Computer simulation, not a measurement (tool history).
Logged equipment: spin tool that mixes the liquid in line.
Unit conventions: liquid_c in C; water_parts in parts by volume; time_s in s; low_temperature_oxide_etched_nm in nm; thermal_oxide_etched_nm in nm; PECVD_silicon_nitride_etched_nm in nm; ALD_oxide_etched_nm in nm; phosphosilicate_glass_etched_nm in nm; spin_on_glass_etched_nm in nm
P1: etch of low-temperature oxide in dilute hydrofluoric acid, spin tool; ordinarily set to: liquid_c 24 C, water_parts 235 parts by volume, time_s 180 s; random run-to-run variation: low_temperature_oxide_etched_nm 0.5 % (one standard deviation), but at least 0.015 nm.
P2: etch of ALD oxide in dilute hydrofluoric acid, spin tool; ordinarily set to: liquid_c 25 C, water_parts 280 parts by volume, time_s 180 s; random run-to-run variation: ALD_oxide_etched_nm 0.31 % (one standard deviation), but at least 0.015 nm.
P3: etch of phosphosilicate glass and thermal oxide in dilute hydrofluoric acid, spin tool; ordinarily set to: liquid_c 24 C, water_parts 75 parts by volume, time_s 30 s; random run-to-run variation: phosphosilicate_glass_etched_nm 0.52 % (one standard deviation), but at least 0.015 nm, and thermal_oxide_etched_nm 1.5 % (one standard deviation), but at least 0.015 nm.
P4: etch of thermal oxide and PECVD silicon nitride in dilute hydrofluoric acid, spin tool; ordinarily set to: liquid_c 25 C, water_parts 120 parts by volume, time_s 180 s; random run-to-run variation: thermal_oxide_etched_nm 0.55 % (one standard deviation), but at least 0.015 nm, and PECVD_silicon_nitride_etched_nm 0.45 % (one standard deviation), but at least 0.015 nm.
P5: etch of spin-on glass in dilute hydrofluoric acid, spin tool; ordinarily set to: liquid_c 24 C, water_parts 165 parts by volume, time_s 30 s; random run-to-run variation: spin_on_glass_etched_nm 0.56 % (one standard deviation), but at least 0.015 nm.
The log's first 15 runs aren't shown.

run	day	process	liquid_c	water_parts	time_s	hours since the thermometer was replaced	hours since the hydrofluoric acid flow meter was replaced	low_temperature_oxide_etched_nm	thermal_oxide_etched_nm	PECVD_silicon_nitride_etched_nm	ALD_oxide_etched_nm	phosphosilicate_glass_etched_nm	spin_on_glass_etched_nm
16	7.058	P3	24	125	30	98.6	223.3		1.0104			19.502	
17	7.575	P2	25	280	80	111	235.7				6.0212		
18	7.954	P1	24	380	180	120.1	244.8	6.5046					
19	8.433	P3	28.5	75	30	131.6	256.3		2.1908			41.899	
20	8.9	P5	24	165	30	142.8	267.5						9.1027
21	9.267	P1	30	235	180	151.6	276.3	14.723					
22	9.767	P2	25	85	180	163.6	288.3				56.016		
23	10.25	P1	24	235	180	175.2	299.9	12.112					
24	10.708	P4	25	120	180	186.2	310.9		7.4828	5.5593			
# day 10.9: hydrofluoric acid flow meter replaced
25	11.208	P1	32	420	180	198.2	7.5	7.2419					
26	11.8	P3	24	75	30	212.4	21.7		1.8746			34.742	

Predict the results of run 27:
27	12.217	P1	24	235	180	222.4	31.7	?					

Run 27 gave low_temperature_oxide_etched_nm 12.013 nm.
